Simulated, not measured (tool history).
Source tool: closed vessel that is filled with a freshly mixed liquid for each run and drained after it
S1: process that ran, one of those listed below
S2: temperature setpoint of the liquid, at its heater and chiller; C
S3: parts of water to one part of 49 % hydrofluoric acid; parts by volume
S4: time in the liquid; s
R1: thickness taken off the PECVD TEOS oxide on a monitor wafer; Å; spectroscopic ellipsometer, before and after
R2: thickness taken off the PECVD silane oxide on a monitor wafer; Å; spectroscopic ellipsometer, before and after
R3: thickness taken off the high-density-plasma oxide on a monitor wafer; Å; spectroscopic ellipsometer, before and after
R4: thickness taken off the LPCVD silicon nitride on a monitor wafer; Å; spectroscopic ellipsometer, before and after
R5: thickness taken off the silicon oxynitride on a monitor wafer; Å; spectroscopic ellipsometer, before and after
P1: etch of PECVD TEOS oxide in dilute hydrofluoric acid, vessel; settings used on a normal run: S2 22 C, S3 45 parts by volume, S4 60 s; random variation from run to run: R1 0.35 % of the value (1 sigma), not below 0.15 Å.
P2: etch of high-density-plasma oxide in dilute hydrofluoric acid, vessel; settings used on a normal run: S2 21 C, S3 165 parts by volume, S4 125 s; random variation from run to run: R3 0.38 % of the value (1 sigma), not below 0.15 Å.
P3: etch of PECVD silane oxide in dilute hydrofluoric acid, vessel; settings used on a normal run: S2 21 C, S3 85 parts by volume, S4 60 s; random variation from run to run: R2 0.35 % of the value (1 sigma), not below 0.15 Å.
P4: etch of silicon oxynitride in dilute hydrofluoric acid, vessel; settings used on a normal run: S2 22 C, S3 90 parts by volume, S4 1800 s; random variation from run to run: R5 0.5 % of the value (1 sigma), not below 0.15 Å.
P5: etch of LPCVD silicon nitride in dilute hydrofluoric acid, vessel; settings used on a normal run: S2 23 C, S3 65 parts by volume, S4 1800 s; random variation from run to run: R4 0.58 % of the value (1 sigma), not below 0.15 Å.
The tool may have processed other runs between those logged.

run,hour,S1,S2,S3,S4,R1,R2,R3,R4,R5
1,9.2,P1,22,45,60,310.25,,,,
2,16.8,P3,21,85,60,,135.57,,,
3,22,P2,21,165,125,,,54.023,,
4,30.3,P5,17,65,1800,,,,82.272,
5,35.6,P4,17,90,1800,,,,,276.83
6,41.8,P4,22,90,2765,,,,,543.74
7,47.6,P1,22,20,60,719.71,,,,
8,58,P2,21,100,125,,,96.001,,
9,67,P1,22,45,60,310.4,,,,
10,75.4,P4,22,90,1800,,,,,354.83
11,83.7,P1,22,45,60,307.71,,,,
12,89.6,P3,21,85,110,,247,,,
13,96,P1,26.5,45,100,621.69,,,,
14,101.5,P3,29,85,60,,186.44,,,
15,110.4,P1,29.5,20,60,985.31,,,,
16,120.4,P1,22,60,60,227.77,,,,
17,128.2,P2,17,165,125,,,45.6,,
18,135.9,P1,22,45,60,309.9,,,,
19,141.7,P3,21,150,60,,70.726,,,
20,151.2,P4,22,155,1800,,,,,195.58
21,159.2,P5,23,65,1800,,,,124.19,
22,165.5,P5,23,65,2630,,,,178,
23,172.8,P5,23,65,1800,,,,124.91,
24,180.8,P1,17,45,60,249.94,,,,
25,189,P1,22,45,60,310.13,,,,
26,198.2,P1,25.5,45,60,361.21,,,,
27,207.2,P1,22,45,30,155.11,,,,
28,217.3,P5,23,100,1800,,,,81.856,
29,224,P2,21,165,30,,,13.06,,
30,231.3,P1,22,45,115,592.93,,,,
31,239.8,P2,21,165,125,,,54.021,,
32,250.1,P1,22,45,60,310.69,,,,
33,256.4,P1,22,45,60,316.14,,,,
34,265.9,P1,22,45,60,320.61,,,,
35,271.5,P1,22,45,60,323.12,,,,
36,279.1,P1,22,45,60,326.34,,,,
37,285.6,P1,22,45,60,326.87,,,,
38,292.9,P1,22,45,60,328.02,,,,
39,298,P1,22,45,60,327.25,,,,
40,303.2,P1,22,45,60,328.34,,,,
41,309,P1,22,45,60,327.43,,,,
42,318.3,P1,22,45,60,327.39,,,,

The output of P1 has drifted from where it used to be. Each of the 2 causes below, taken at the size shown beside it, accounts for the log equally well:
A: hydrofluoric acid flow above the setpoint (%) = 5.57
B: liquid hotter than its thermometer reads (K) = 1.38
The process output started creeping at around hour 250.1.

Of the 4 check runs below, each run on 2 wafers with the results averaged and each result still a question mark, which one would tell the listed causes apart?
check 1,327.6,P3,21,115,60,,?,,,
check 2,327.6,P4,17,150,1800,,,,,?
check 3,327.6,P2,17,165,60,,,?,,
check 4,327.6,P5,18,85,1800,,,,?,

Outcome of each check run for each possible cause:
check,result,if A,if B
check 1,R2,102.55,101.95
check 2,R5,169.65,171.03
check 3,R3,23.576,23.415
check 4,R4,71.194,74.314
Minimum pairwise separation of causes per check, each pair taken at its best-separating result: check 1 0.58 %; check 2 0.81 %; check 3 0.69 %; check 4 4.29 %
Only in check 4 would the causes give clearly different results; in the remaining checks their results would be nearly the same.

Check 4 was carried out, with these results: R4 70.825 Å. Which of the listed causes is responsible?

The cause is A: hydrofluoric acid flow above the setpoint (%).

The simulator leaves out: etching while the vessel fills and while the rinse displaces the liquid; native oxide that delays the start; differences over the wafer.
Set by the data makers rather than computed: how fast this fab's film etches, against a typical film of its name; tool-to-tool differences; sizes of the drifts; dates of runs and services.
